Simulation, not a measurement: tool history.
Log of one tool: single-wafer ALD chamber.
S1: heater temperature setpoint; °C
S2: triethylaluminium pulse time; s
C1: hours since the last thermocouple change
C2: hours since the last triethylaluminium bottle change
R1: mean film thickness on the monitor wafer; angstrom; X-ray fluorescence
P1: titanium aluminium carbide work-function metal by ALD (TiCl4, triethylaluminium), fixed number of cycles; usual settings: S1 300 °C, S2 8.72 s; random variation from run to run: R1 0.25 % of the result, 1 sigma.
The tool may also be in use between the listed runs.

run 1 hour=11.8 | S1=300 S2=8.72 | C1=308.1 C2=336.8 | R1=19.492
run 2 hour=24.5 | S1=311 S2=3.53 | C1=320.8 C2=349.5 | R1=15.128
run 3 hour=36.5 | S1=300 S2=3.05 | C1=332.8 C2=361.5 | R1=13.334
run 4 hour=50.9 | S1=300 S2=8.72 | C1=347.2 C2=375.9 | R1=19.464
run 5 hour=58.2 | S1=323 S2=14.25 | C1=354.5 C2=383.2 | R1=22.427
run 6 hour=69.3 | S1=300 S2=8.72 | C1=365.6 C2=394.3 | R1=19.410
run 7 hour=80.6 | S1=323 S2=8.72 | C1=376.9 C2=405.6 | R1=21.526
run 8 hour=93.4 | S1=300 S2=11.23 | C1=389.7 C2=418.4 | R1=20.006
run 9 hour=103.2 | S1=276 S2=8.72 | C1=399.5 C2=428.2 | R1=17.428
run 10 hour=113.2 | S1=320 S2=3.30 | C1=409.5 C2=438.2 | R1=15.134
run 11 hour=124.0 | S1=300 S2=8.72 | C1=420.3 C2=449.0 | R1=19.374
run 12 hour=137.5 | S1=300 S2=8.72 | C1=433.8 C2=462.5 | R1=19.397
run 13 hour=149.7 | S1=300 S2=8.72 | C1=446.0 C2=474.7 | R1=19.441
run 14 hour=162.4 | S1=300 S2=8.72 | C1=458.7 C2=487.4 | R1=19.395
run 15 hour=170.2 | S1=300 S2=8.72 | C1=466.5 C2=495.2 | R1=19.368
run 16 hour=177.4 | S1=300 S2=8.72 | C1=473.7 C2=502.4 | R1=19.221
run 17 hour=184.5 | S1=300 S2=8.72 | C1=480.8 C2=509.5 | R1=19.157
run 18 hour=192.8 | S1=300 S2=8.72 | C1=489.1 C2=517.8 | R1=19.108
run 19 hour=203.2 | S1=300 S2=8.72 | C1=499.5 C2=528.2 | R1=19.158
run 20 hour=212.2 | S1=300 S2=8.72 | C1=508.5 C2=537.2 | R1=19.087
run 21 hour=224.0 | S1=300 S2=8.72 | C1=520.3 C2=549.0 | R1=19.062

The next listed run, before its measurement:
run 22 hour=238.8 | S1=300 S2=8.72 | C1=535.1 C2=563.8 | R1=?

Run 22 gave R1 19.061 angstrom.

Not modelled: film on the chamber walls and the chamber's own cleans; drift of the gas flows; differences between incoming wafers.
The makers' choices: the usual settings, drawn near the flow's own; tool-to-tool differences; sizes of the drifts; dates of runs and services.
